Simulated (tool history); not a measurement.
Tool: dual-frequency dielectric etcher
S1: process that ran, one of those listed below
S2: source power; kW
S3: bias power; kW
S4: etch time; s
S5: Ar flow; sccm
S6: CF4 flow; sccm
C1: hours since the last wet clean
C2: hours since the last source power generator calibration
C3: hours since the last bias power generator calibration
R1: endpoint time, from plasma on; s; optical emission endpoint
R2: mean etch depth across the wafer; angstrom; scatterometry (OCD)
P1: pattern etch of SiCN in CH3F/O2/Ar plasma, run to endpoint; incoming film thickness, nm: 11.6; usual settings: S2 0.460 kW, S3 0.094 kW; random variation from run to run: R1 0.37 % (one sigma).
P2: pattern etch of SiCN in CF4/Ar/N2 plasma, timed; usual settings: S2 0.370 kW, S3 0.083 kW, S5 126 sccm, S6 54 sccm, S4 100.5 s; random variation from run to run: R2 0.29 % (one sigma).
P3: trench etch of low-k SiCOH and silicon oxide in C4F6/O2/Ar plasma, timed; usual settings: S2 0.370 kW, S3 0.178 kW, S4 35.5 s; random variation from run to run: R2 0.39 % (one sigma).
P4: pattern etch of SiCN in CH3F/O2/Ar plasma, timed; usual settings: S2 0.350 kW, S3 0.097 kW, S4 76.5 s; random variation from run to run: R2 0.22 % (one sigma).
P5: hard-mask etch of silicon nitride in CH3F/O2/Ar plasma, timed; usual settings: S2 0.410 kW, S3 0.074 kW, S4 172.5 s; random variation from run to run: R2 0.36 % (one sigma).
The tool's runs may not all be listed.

run 1 hour=9.8 | S1=P1 S2=0.460 S3=0.094 | C1=239.3 C2=3439.9 C3=1208.4 | R1=26.361
run 2 hour=17.4 | S1=P3 S2=0.370 S3=0.126 S4=35.5 | C1=246.9 C2=3447.5 C3=1216.0 | R2=972.76
run 3 hour=27.3 | S1=P4 S2=0.350 S3=0.097 S4=109.0 | C1=256.8 C2=3457.4 C3=1225.9 | R2=421.60
run 4 hour=35.7 | S1=P1 S2=0.460 S3=0.094 | C1=265.2 C2=3465.8 C3=1234.3 | R1=26.601
run 5 hour=47.3 | S1=P5 S2=0.410 S3=0.074 S4=126.5 | C1=276.8 C2=3477.4 C3=1245.9 | R2=885.30
run 6 hour=53.6 | S1=P1 S2=0.460 S3=0.094 | C1=283.1 C2=3483.7 C3=1252.2 | R1=26.420
run 7 hour=61.6 | S1=P3 S2=0.510 S3=0.178 S4=35.5 | C1=291.1 C2=3491.7 C3=1260.2 | R2=1213.80
run 8 hour=72.6 | S1=P5 S2=0.290 S3=0.074 S4=172.5 | C1=302.1 C2=3502.7 C3=1271.2 | R2=1067.30
-- hour=79.8 bias power generator calibrated
run 9 hour=80.1 | S1=P4 S2=0.240 S3=0.097 S4=76.5 | C1=309.6 C2=3510.2 C3=0.3 | R2=258.27
run 10 hour=91.0 | S1=P3 S2=0.370 S3=0.178 S4=35.5 | C1=320.5 C2=3521.1 C3=11.2 | R2=1075.90
-- hour=97.8 source power generator calibrated
run 11 hour=98.4 | S1=P4 S2=0.350 S3=0.097 S4=76.5 | C1=327.9 C2=0.7 C3=18.6 | R2=295.59
run 12 hour=106.1 | S1=P5 S2=0.410 S3=0.074 S4=172.5 | C1=335.6 C2=8.4 C3=26.3 | R2=1212.40
run 13 hour=117.7 | S1=P1 S2=0.460 S3=0.094 | C1=347.2 C2=20.0 C3=37.9 | R1=26.546
run 14 hour=129.5 | S1=P3 S2=0.370 S3=0.178 S4=35.5 | C1=359.0 C2=31.8 C3=49.7 | R2=1082.60
run 15 hour=140.6 | S1=P2 S2=0.370 S3=0.083 S4=100.5 S5=126 S6=54 | C1=370.1 C2=42.9 C3=60.8 | R2=721.57
run 16 hour=152.0 | S1=P4 S2=0.350 S3=0.097 S4=76.5 | C1=381.5 C2=54.3 C3=72.2 | R2=296.52
run 17 hour=163.1 | S1=P2 S2=0.370 S3=0.083 S4=100.5 S5=174 S6=54 | C1=392.6 C2=65.4 C3=83.3 | R2=687.52
run 18 hour=173.7 | S1=P1 S2=0.460 S3=0.094 | C1=403.2 C2=76.0 C3=93.9 | R1=26.511
run 19 hour=185.9 | S1=P1 S2=0.360 S3=0.094 | C1=415.4 C2=88.2 C3=106.1 | R1=28.766
run 20 hour=195.9 | S1=P1 S2=0.630 S3=0.094 | C1=425.4 C2=98.2 C3=116.1 | R1=23.553
run 21 hour=202.4 | S1=P2 S2=0.370 S3=0.083 S4=66.5 S5=126 S6=54 | C1=431.9 C2=104.7 C3=122.6 | R2=479.81
run 22 hour=213.6 | S1=P3 S2=0.370 S3=0.178 S4=19.5 | C1=443.1 C2=115.9 C3=133.8 | R2=592.57
-- hour=220.1 wet clean of the chamber
run 23 hour=223.6 | S1=P5 S2=0.410 S3=0.099 S4=172.5 | C1=3.5 C2=125.9 C3=143.8 | R2=1350.60
run 24 hour=233.1 | S1=P2 S2=0.370 S3=0.067 S4=100.5 S5=126 S6=54 | C1=13.0 C2=135.4 C3=153.3 | R2=667.52
run 25 hour=243.2 | S1=P4 S2=0.350 S3=0.073 S4=76.5 | C1=23.1 C2=145.5 C3=163.4 | R2=267.50
run 26 hour=255.6 | S1=P2 S2=0.290 S3=0.083 S4=100.5 S5=126 S6=54 | C1=35.5 C2=157.9 C3=175.8 | R2=587.25
run 27 hour=264.4 | S1=P1 S2=0.280 S3=0.059 | C1=44.3 C2=166.7 C3=184.6 | R1=37.521
run 28 hour=275.4 | S1=P1 S2=0.460 S3=0.094 | C1=55.3 C2=177.7 C3=195.6 | R1=26.329
run 29 hour=287.8 | S1=P1 S2=0.460 S3=0.076 | C1=67.7 C2=190.1 C3=208.0 | R1=28.497
run 30 hour=296.6 | S1=P2 S2=0.370 S3=0.083 S4=100.5 S5=126 S6=32 | C1=76.5 C2=198.9 C3=216.8 | R2=665.90
run 31 hour=302.5 | S1=P1 S2=0.460 S3=0.129 | C1=82.4 C2=204.8 C3=222.7 | R1=23.385
run 32 hour=308.5 | S1=P2 S2=0.370 S3=0.083 S4=100.5 S5=126 S6=54 | C1=88.4 C2=210.8 C3=228.7 | R2=724.85
run 33 hour=320.8 | S1=P1 S2=0.460 S3=0.094 | C1=100.7 C2=223.1 C3=241.0 | R1=26.332
run 34 hour=329.4 | S1=P1 S2=0.460 S3=0.094 | C1=109.3 C2=231.7 C3=249.6 | R1=26.603
run 35 hour=341.0 | S1=P1 S2=0.460 S3=0.094 | C1=120.9 C2=243.3 C3=261.2 | R1=26.733
run 36 hour=348.4 | S1=P1 S2=0.460 S3=0.094 | C1=128.3 C2=250.7 C3=268.6 | R1=26.807
-- hour=354.7 wet clean of the chamber
run 37 hour=357.0 | S1=P1 S2=0.460 S3=0.094 | C1=2.4 C2=259.3 C3=277.2 | R1=26.848
run 38 hour=364.3 | S1=P1 S2=0.460 S3=0.094 | C1=9.7 C2=266.6 C3=284.5 | R1=26.862
run 39 hour=375.5 | S1=P1 S2=0.460 S3=0.094 | C1=20.9 C2=277.8 C3=295.7 | R1=26.799
run 40 hour=383.5 | S1=P1 S2=0.460 S3=0.094 | C1=28.9 C2=285.8 C3=303.7 | R1=26.793
run 41 hour=396.3 | S1=P1 S2=0.460 S3=0.094 | C1=41.7 C2=298.6 C3=316.5 | R1=26.765

What P1 gives has crept away from where it was. These 2 causes fit the log equally well, each at the size given:
A: source power that arrives under what is set, % = 4.81
B: bias power that arrives under what is set, % = 4.85
The creep began at about hour 320.8.
Why every other cause is out:
chamber walls in a state that lowers the etch rate, %: serviced at hour 354.7, which brought nothing back

4 check runs are offered, one wafer each, their results left as question marks. Which one tells the causes apart?
run check 1 hour=409.1 | S1=P3 S2=0.500 S3=0.178 S4=29.0 | R2=?
run check 2 hour=409.1 | S1=P5 S2=0.410 S3=0.094 S4=138.0 | R2=?
run check 3 hour=409.1 | S1=P2 S2=0.370 S3=0.083 S4=100.5 S5=151 S6=54 | R2=?
run check 4 hour=409.1 | S1=P4 S2=0.350 S3=0.097 S4=94.5 | R2=?

What each check would give under each cause:
check=check_1 result=R2 if_A=969.06 if_B=972.93
check=check_2 result=R2 if_A=1039.70 if_B=1040.10
check=check_3 result=R2 if_A=674.77 if_B=690.22
check=check_4 result=R2 if_A=359.42 if_B=359.22
How far apart the two closest causes lie, in the result that separates them most: check 1 0.4 %; check 2 0.05 %; check 3 2.26 %; check 4 0.06 %
Only check 3 tells the causes apart: in the others they would give nearly the same result.

Then check 3 was run and gave: R2 673.85 angstrom. Which cause is it?

It is A: source power that arrives under what is set, %.
